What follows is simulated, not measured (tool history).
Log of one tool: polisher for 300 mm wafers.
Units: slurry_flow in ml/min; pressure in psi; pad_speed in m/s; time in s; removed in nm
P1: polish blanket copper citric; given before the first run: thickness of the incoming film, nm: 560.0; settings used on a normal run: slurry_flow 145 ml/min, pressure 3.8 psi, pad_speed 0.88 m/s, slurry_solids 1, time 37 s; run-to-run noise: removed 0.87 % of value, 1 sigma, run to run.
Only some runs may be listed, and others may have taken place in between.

{"run": 1, "day": 0.25, "slurry_flow": 145, "pressure": 3.8, "pad_speed": 0.88, "slurry_solids": 1, "time": 37, "removed": 109.33}
{"run": 2, "day": 0.396, "slurry_flow": 145, "pressure": 3.8, "pad_speed": 0.88, "slurry_solids": 0.6, "time": 37, "removed": 99.831}
{"run": 3, "day": 0.629, "slurry_flow": 145, "pressure": 1.8, "pad_speed": 0.88, "slurry_solids": 1, "time": 37, "removed": 53.771}
{"run": 4, "day": 0.842, "slurry_flow": 225, "pressure": 3.8, "pad_speed": 0.88, "slurry_solids": 1, "time": 37, "removed": 119.25}
{"run": 5, "day": 1.042, "slurry_flow": 145, "pressure": 5.5, "pad_speed": 0.88, "slurry_solids": 0.7, "time": 37, "removed": 146.37}
{"run": 6, "day": 1.225, "slurry_flow": 145, "pressure": 3.8, "pad_speed": 0.88, "slurry_solids": 1, "time": 58, "removed": 176.17}
{"run": 7, "day": 1.45, "slurry_flow": 145, "pressure": 3.8, "pad_speed": 0.88, "slurry_solids": 1, "time": 37, "removed": 109.92}
{"run": 8, "day": 1.683, "slurry_flow": 145, "pressure": 3.8, "pad_speed": 0.88, "slurry_solids": 1.25, "time": 37, "removed": 116.37}
{"run": 9, "day": 1.942, "slurry_flow": 145, "pressure": 5.2, "pad_speed": 0.88, "slurry_solids": 1, "time": 37, "removed": 149.18}
{"run": 10, "day": 2.129, "slurry_flow": 145, "pressure": 2.3, "pad_speed": 0.88, "slurry_solids": 1, "time": 22, "removed": 40.907}
{"run": 11, "day": 2.304, "slurry_flow": 85, "pressure": 3.8, "pad_speed": 0.88, "slurry_solids": 1, "time": 37, "removed": 97.466}
{"day": 2.35, "done": "head pressure recalibrated"}
{"run": 12, "day": 2.571, "slurry_flow": 145, "pressure": 3.8, "pad_speed": 0.88, "slurry_solids": 1, "time": 37, "removed": 110.46}
{"run": 13, "day": 2.838, "slurry_flow": 145, "pressure": 3.8, "pad_speed": 0.88, "slurry_solids": 1, "time": 17, "removed": 50.971}
{"run": 14, "day": 2.996, "slurry_flow": 145, "pressure": 3.8, "pad_speed": 0.88, "slurry_solids": 1, "time": 37, "removed": 109.81}
{"run": 15, "day": 3.175, "slurry_flow": 145, "pressure": 3.8, "pad_speed": 1.28, "slurry_solids": 1, "time": 37, "removed": 158.04}
{"run": 16, "day": 3.308, "slurry_flow": 145, "pressure": 2.5, "pad_speed": 0.88, "slurry_solids": 1, "time": 21, "removed": 41.486}
{"run": 17, "day": 3.488, "slurry_flow": 145, "pressure": 3.8, "pad_speed": 0.48, "slurry_solids": 1, "time": 37, "removed": 60.627}

Run 18 is up next; what results do you expect?
{"run": 18, "day": 3.688, "slurry_flow": 145, "pressure": 3.8, "pad_speed": 0.88, "slurry_solids": 1, "time": 37, "removed": "?"}

{"run 18": {"removed": 110.72}}

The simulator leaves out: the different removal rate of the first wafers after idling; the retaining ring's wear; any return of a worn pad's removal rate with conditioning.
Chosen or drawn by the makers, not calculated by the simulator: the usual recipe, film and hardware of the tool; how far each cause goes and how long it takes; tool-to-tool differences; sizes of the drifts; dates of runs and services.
